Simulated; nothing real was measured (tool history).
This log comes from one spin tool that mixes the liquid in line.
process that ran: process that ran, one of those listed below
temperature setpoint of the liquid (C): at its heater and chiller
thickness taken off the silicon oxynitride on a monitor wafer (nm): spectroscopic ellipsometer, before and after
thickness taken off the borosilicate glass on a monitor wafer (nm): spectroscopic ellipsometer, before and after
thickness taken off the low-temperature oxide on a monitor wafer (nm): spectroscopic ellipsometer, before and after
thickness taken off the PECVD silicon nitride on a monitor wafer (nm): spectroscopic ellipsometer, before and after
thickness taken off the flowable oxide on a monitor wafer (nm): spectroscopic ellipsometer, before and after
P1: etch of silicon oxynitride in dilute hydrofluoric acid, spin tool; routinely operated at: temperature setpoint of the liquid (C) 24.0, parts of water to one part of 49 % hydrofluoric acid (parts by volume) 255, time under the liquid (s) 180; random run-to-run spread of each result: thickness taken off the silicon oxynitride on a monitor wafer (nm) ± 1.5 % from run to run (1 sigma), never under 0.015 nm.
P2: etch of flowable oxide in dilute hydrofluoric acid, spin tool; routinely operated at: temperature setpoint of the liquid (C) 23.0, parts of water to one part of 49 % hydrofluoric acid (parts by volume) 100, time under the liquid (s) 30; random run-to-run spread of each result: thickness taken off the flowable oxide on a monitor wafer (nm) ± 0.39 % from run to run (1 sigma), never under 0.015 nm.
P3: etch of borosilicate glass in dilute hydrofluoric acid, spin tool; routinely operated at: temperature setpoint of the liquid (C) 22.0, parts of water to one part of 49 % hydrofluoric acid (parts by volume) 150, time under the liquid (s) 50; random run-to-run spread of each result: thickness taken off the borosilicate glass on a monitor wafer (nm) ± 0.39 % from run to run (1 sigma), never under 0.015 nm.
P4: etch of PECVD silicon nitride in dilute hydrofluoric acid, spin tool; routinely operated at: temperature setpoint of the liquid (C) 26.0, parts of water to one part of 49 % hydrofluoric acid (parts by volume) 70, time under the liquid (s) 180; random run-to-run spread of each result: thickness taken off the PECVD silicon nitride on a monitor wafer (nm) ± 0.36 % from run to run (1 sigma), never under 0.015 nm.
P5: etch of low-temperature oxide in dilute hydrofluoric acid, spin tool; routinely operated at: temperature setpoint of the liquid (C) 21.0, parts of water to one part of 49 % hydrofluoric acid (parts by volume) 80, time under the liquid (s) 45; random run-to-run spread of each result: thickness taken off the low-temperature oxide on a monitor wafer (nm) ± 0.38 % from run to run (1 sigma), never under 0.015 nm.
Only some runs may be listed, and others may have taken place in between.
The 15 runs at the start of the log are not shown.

run	hour	process that ran	temperature setpoint of the liquid (C)	parts of water to one part of 49 % hydrofluoric acid (parts by volume)	time under the liquid (s)	thickness taken off the silicon oxynitride on a monitor wafer (nm)	thickness taken off the borosilicate glass on a monitor wafer (nm)	thickness taken off the low-temperature oxide on a monitor wafer (nm)	thickness taken off the PECVD silicon nitride on a monitor wafer (nm)	thickness taken off the flowable oxide on a monitor wafer (nm)
16	80.8	P5	21.0	80	15			3.1214		
17	84.8	P3	22.0	150	50		7.9614			
18	90.3	P1	24.0	155	180	3.17230				
19	96.3	P1	24.0	255	180	1.76140				
20	102.6	P4	26.0	45	180				12.2880	
21	107.8	P1	24.0	255	180	1.78900				
22	112.3	P3	22.0	150	50		7.8898			
23	116.5	P2	23.0	100	50					20.2660
24	120.4	P2	23.0	100	30					12.1950
25	127.2	P1	24.0	255	350	3.50840				
26	131.7	P1	18.0	255	180	1.37890				
27	135.3	P1	24.0	255	180	1.79520				
28	141.9	P3	17.5	150	50		6.5705			
29	147.9	P5	21.0	50	45			15.6030		
30	151.2	P1	24.0	255	75	0.76832				
31	155.5	P2	23.0	155	30					7.3645

Run 32 has not been measured yet. What should we expect?
32	162.4	P3	22.0	150	15		?			

Run 32 yielded thickness taken off the borosilicate glass on a monitor wafer (nm) 2.3700.
